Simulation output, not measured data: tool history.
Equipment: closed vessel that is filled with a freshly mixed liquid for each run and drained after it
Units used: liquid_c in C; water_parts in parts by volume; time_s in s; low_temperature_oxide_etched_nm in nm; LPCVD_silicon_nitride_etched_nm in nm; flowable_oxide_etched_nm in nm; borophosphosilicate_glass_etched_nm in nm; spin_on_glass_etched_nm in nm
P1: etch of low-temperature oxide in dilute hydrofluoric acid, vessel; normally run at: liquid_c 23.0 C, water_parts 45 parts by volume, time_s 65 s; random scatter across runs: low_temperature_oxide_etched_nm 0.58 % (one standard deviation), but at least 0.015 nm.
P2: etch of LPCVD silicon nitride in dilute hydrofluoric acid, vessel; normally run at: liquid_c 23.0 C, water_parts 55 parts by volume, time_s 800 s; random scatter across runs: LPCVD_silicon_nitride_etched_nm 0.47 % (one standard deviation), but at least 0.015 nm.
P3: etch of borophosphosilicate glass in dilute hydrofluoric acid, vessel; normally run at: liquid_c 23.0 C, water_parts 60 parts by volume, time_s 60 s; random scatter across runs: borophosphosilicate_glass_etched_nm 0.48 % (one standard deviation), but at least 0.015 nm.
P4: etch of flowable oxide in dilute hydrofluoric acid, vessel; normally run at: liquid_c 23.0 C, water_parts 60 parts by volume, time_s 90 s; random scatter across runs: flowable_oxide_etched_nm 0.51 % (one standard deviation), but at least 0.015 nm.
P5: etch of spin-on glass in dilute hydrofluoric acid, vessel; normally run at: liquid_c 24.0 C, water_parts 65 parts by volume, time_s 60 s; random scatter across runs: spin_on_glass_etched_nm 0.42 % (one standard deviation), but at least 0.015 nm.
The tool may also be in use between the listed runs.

run	day	process	liquid_c	water_parts	time_s	low_temperature_oxide_etched_nm	LPCVD_silicon_nitride_etched_nm	flowable_oxide_etched_nm	borophosphosilicate_glass_etched_nm	spin_on_glass_etched_nm
1	0.421	P1	23.0	45	65	17.8270				
2	0.962	P2	23.0	55	800		6.1794			
3	1.288	P4	23.0	60	145			89.947		
4	1.825	P2	17.5	55	800		4.1769			
5	2.429	P3	23.0	20	60				146.910	
6	2.754	P1	17.0	45	65	13.7800				
7	3.154	P1	23.0	45	30	8.1274				
8	3.488	P1	23.0	45	65	17.7140				
9	3.983	P4	23.0	60	90			55.732		
10	4.329	P4	23.0	60	90			55.553		
11	4.775	P5	24.0	65	60					35.779
12	5.321	P3	23.0	60	60				47.086	
13	5.692	P3	27.5	60	60				55.972	
14	6.283	P3	23.0	60	60				46.727	
15	6.771	P4	17.0	60	90			43.519		
16	7.238	P5	24.0	90	60					25.089
17	7.558	P1	19.5	45	120	28.4810				
18	7.929	P5	30.0	65	60					45.912
19	8.408	P1	27.0	45	65	20.8850				
# day 8.975: thermometer replaced
20	9.054	P5	24.0	65	105					62.254
21	9.617	P2	23.0	55	250		1.9146			
22	10.017	P4	23.0	20	90			174.790		
23	10.642	P2	23.0	55	800		6.1003			
24	11.000	P3	23.0	60	105				82.197	
25	11.546	P1	23.0	65	65	11.9650				
26	11.975	P1	23.0	45	95	25.9530				
27	12.454	P1	23.0	45	65	17.7880				
28	12.912	P1	23.0	45	65	17.7560				
29	13.400	P1	23.0	25	65	32.6890				
30	14.017	P2	23.0	25	800		13.1670			
31	14.371	P1	23.0	45	65	17.8760				
32	14.775	P1	23.0	45	65	17.9460				
33	15.412	P1	23.0	45	65	17.1060				
34	15.942	P1	23.0	45	65	16.7220				
35	16.371	P1	23.0	45	65	16.5460				
36	16.896	P1	23.0	45	65	16.4950				
37	17.300	P1	23.0	45	65	16.4650				
38	17.779	P1	23.0	45	65	16.3310				
39	18.133	P1	23.0	45	65	16.3140				
40	18.633	P1	23.0	45	65	16.3280				
41	19.079	P1	23.0	45	65	16.4220				

Compared with where it was, what P1 gives has crept away. Each cause listed below fits the log as well as the rest, at the size given for it:
A: liquid colder than its thermometer reads (K) = 2.12
B: hydrofluoric acid flow below the setpoint (%) = 8.04
The onset of the drift is placed at about day 14.775.

Which of the 4 check runs listed below separates the causes, so that each cause would produce a clearly different result? Each run uses one wafer, and its results are marked with question marks.
check 1	19.525	P3	23.0	60	60				?	
check 2	19.525	P2	23.0	55	800		?			
check 3	19.525	P4	23.0	60	90			?		
check 4	19.525	P5	24.0	65	60					?

What every check run would give for each of its results, assuming each possible cause in turn:
check	result	if A	if B
check 1	borophosphosilicate_glass_etched_nm	42.777	42.669
check 2	LPCVD_silicon_nitride_etched_nm	5.3158	5.6601
check 3	flowable_oxide_etched_nm	51.048	50.919
check 4	spin_on_glass_etched_nm	32.813	32.678
Per check, the gap between the least separated pair of causes, taken in the result that splits them most: check 1 0.25 %; check 2 6.28 %; check 3 0.25 %; check 4 0.41 %
Only check 2 tells the causes apart: in the others they would give nearly the same result.

Here is what check 2 returned: LPCVD_silicon_nitride_etched_nm 5.3441 nm. Which cause is it?

The cause is A: liquid colder than its thermometer reads (K).

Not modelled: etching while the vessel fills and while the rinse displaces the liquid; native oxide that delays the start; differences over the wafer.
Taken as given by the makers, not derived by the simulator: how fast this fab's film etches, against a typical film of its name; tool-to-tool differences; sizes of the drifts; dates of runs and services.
